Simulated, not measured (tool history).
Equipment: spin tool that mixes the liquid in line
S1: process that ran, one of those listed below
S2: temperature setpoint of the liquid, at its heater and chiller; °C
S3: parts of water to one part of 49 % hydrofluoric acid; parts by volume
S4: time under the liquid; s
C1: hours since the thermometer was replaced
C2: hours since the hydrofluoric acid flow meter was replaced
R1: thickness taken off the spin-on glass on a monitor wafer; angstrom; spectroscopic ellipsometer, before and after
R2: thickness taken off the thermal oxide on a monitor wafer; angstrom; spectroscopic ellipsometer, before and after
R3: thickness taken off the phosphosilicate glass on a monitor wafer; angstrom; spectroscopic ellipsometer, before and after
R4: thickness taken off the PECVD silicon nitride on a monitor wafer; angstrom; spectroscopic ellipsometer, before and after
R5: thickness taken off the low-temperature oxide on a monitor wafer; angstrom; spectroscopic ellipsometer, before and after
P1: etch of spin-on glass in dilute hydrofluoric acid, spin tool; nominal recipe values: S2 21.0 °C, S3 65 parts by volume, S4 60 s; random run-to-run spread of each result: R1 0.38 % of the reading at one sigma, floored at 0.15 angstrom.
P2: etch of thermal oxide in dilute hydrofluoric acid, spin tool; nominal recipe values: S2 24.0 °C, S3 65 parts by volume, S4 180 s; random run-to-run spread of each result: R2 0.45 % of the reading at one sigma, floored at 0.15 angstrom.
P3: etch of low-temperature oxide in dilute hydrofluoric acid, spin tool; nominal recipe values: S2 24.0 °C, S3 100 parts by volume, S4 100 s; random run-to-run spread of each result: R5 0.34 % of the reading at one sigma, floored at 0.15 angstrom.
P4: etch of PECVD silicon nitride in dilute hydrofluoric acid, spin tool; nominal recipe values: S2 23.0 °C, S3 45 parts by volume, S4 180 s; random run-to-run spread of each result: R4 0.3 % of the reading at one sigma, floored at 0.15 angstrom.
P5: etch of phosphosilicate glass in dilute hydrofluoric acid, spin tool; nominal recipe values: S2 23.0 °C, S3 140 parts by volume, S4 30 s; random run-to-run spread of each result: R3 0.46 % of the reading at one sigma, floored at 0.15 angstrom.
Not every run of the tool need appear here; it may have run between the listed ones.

Run 1, hour 4.1: S1 P1, S2 21.0 °C, S3 65 parts by volume, S4 60 s; C1 915.4; C2 1299.9. Result: R1 583.32 angstrom.
Run 2, hour 7.4: S1 P1, S2 21.0 °C, S3 65 parts by volume, S4 60 s; C1 918.7; C2 1303.2. Result: R1 583.29 angstrom.
Run 3, hour 11.2: S1 P2, S2 24.0 °C, S3 110 parts by volume, S4 180 s; C1 922.5; C2 1307.0. Result: R2 76.698 angstrom.
Run 4, hour 15.4: S1 P5, S2 23.0 °C, S3 40 parts by volume, S4 30 s; C1 926.7; C2 1311.2. Result: R3 539.710 angstrom.
Run 5, hour 19.4: S1 P4, S2 17.0 °C, S3 45 parts by volume, S4 180 s; C1 930.7; C2 1315.2. Result: R4 90.632 angstrom.
Run 6, hour 23.4: S1 P1, S2 21.0 °C, S3 65 parts by volume, S4 60 s; C1 934.7; C2 1319.2. Result: R1 581.19 angstrom.
Run 7, hour 27.2: S1 P5, S2 23.0 °C, S3 140 parts by volume, S4 15 s; C1 938.5; C2 1323.0. Result: R3 68.279 angstrom.
Run 8, hour 31.2: S1 P4, S2 23.0 °C, S3 70 parts by volume, S4 180 s; C1 942.5; C2 1327.0. Result: R4 89.394 angstrom.
Run 9, hour 35.3: S1 P1, S2 21.0 °C, S3 105 parts by volume, S4 85 s; C1 946.6; C2 1331.1. Result: R1 488.94 angstrom.
Run 10, hour 38.1: S1 P3, S2 18.0 °C, S3 100 parts by volume, S4 100 s; C1 949.4; C2 1333.9. Result: R5 215.89 angstrom.
Run 11, hour 42.0: S1 P4, S2 23.0 °C, S3 45 parts by volume, S4 180 s; C1 953.3; C2 1337.8. Result: R4 136.990 angstrom.
Run 12, hour 44.0: S1 P1, S2 25.0 °C, S3 65 parts by volume, S4 60 s; C1 955.3; C2 1339.8. Result: R1 688.86 angstrom.
Run 13, hour 47.1: S1 P5, S2 17.0 °C, S3 140 parts by volume, S4 30 s; C1 958.4; C2 1342.9. Result: R3 107.720 angstrom.
Run 14, hour 50.1: S1 P1, S2 21.0 °C, S3 65 parts by volume, S4 25 s; C1 961.4; C2 1345.9. Result: R1 242.32 angstrom.
Run 15, hour 52.2: S1 P3, S2 24.0 °C, S3 55 parts by volume, S4 100 s; C1 963.5; C2 1348.0. Result: R5 530.68 angstrom.
Run 16, hour 55.7: S1 P1, S2 21.0 °C, S3 20 parts by volume, S4 60 s; C1 967.0; C2 1351.5. Result: R1 1997.00 angstrom.
Run 17, hour 59.8: S1 P2, S2 24.0 °C, S3 65 parts by volume, S4 180 s; C1 971.1; C2 1355.6. Result: R2 137.920 angstrom.
Run 18, hour 62.2: S1 P1, S2 17.0 °C, S3 65 parts by volume, S4 60 s; C1 973.5; C2 1358.0. Result: R1 488.28 angstrom.
Run 19, hour 64.6: S1 P1, S2 21.0 °C, S3 65 parts by volume, S4 110 s; C1 975.9; C2 1360.4. Result: R1 1069.70 angstrom.
Run 20, hour 68.0: S1 P1, S2 21.0 °C, S3 65 parts by volume, S4 60 s; C1 979.3; C2 1363.8. Result: R1 580.30 angstrom.
Run 21, hour 72.2: S1 P2, S2 28.5 °C, S3 65 parts by volume, S4 180 s; C1 983.5; C2 1368.0. Result: R2 165.430 angstrom.
Run 22, hour 76.1: S1 P5, S2 23.0 °C, S3 140 parts by volume, S4 30 s; C1 987.4; C2 1371.9. Result: R3 135.790 angstrom.
Run 23, hour 80.5: S1 P1, S2 21.0 °C, S3 65 parts by volume, S4 60 s; C1 991.8; C2 1376.3. Result: R1 578.38 angstrom.
Run 24, hour 83.3: S1 P4, S2 23.0 °C, S3 45 parts by volume, S4 30 s; C1 994.6; C2 1379.1. Result: R4 22.788 angstrom.
Run 25, hour 85.9: S1 P1, S2 21.0 °C, S3 65 parts by volume, S4 60 s; C1 997.2; C2 1381.7. Result: R1 582.57 angstrom.
Run 26, hour 89.3: S1 P1, S2 21.0 °C, S3 65 parts by volume, S4 60 s; C1 1000.6; C2 1385.1. Result: R1 582.64 angstrom.
Run 27, hour 91.3: S1 P5, S2 23.0 °C, S3 140 parts by volume, S4 30 s; C1 1002.6; C2 1387.1. Result: R3 137.280 angstrom.
Run 28, hour 94.8: S1 P1, S2 21.0 °C, S3 110 parts by volume, S4 60 s; C1 1006.1; C2 1390.6. Result: R1 326.65 angstrom.
Run 29, hour 98.2: S1 P3, S2 24.0 °C, S3 100 parts by volume, S4 100 s; C1 1009.5; C2 1394.0. Result: R5 275.27 angstrom.
Run 30, hour 102.1: S1 P2, S2 24.0 °C, S3 65 parts by volume, S4 15 s; C1 1013.4; C2 1397.9. Result: R2 11.419 angstrom.
Run 31, hour 104.8: S1 P3, S2 24.0 °C, S3 100 parts by volume, S4 40 s; C1 1016.1; C2 1400.6. Result: R5 110.51 angstrom.
Run 32, hour 109.1: S1 P2, S2 24.0 °C, S3 65 parts by volume, S4 180 s; C1 1020.4; C2 1404.9. Result: R2 137.180 angstrom.
Run 33, hour 112.3: S1 P3, S2 24.0 °C, S3 100 parts by volume, S4 100 s; C1 1023.6; C2 1408.1. Result: R5 275.08 angstrom.
Run 34, hour 114.4: S1 P4, S2 23.0 °C, S3 45 parts by volume, S4 180 s; C1 1025.7; C2 1410.2. Result: R4 137.610 angstrom.
Run 35, hour 117.0: S1 P1, S2 21.0 °C, S3 65 parts by volume, S4 60 s; C1 1028.3; C2 1412.8. Result: R1 582.81 angstrom.
Run 36, hour 119.3: S1 P1, S2 21.0 °C, S3 65 parts by volume, S4 60 s; C1 1030.6; C2 1415.1. Result: R1 598.71 angstrom.
Run 37, hour 123.2: S1 P1, S2 21.0 °C, S3 65 parts by volume, S4 60 s; C1 1034.5; C2 1419.0. Result: R1 608.36 angstrom.
Run 38, hour 125.2: S1 P1, S2 21.0 °C, S3 65 parts by volume, S4 60 s; C1 1036.5; C2 1421.0. Result: R1 614.96 angstrom.
Run 39, hour 128.9: S1 P1, S2 21.0 °C, S3 65 parts by volume, S4 60 s; C1 1040.2; C2 1424.7. Result: R1 619.27 angstrom.
Run 40, hour 132.0: S1 P1, S2 21.0 °C, S3 65 parts by volume, S4 60 s; C1 1043.3; C2 1427.8. Result: R1 620.89 angstrom.
Run 41, hour 135.1: S1 P1, S2 21.0 °C, S3 65 parts by volume, S4 60 s; C1 1046.4; C2 1430.9. Result: R1 625.16 angstrom.
Run 42, hour 138.7: S1 P1, S2 21.0 °C, S3 65 parts by volume, S4 60 s; C1 1050.0; C2 1434.5. Result: R1 627.07 angstrom.

Compared with where it was, what P1 gives has crept away. Each cause listed below fits the log as well as the rest, at the size given for it:
A: hydrofluoric acid flow above the setpoint (%) = 7.04
B: liquid hotter than its thermometer reads (K) = 1.77
The onset of the drift is placed at about hour 117.0.

4 check runs are offered, one wafer each, their results left as question marks. Which one tells the causes apart?
Run check 1, hour 142.3: S1 P3, S2 24.0 °C, S3 55 parts by volume, S4 100 s. Result: R5 ?.
Run check 2, hour 142.3: S1 P4, S2 17.0 °C, S3 55 parts by volume, S4 180 s. Result: R4 ?.
Run check 3, hour 142.3: S1 P2, S2 24.0 °C, S3 65 parts by volume, S4 45 s. Result: R2 ?.
Run check 4, hour 142.3: S1 P5, S2 20.0 °C, S3 60 parts by volume, S4 30 s. Result: R3 ?.

If the cause were each of the candidates in turn, the checks would give the following:
  check  result     if A     if B
check 1      R5   570.92   570.45
check 2      R4   79.775   84.602
check 3      R2   37.158   37.075
check 4      R3  332.830  333.270
Smallest distance between any two causes, each pair judged by its most separating result, in per cent: check 1 0.08 %; check 2 5.87 %; check 3 0.22 %; check 4 0.13 %
The causes can be told apart only by check 2. The other checks would give nearly the same results under each of them.

Check 2 was then run and gave: R4 79.934 angstrom. Which cause is it?

A is the cause: hydrofluoric acid flow above the setpoint (%).
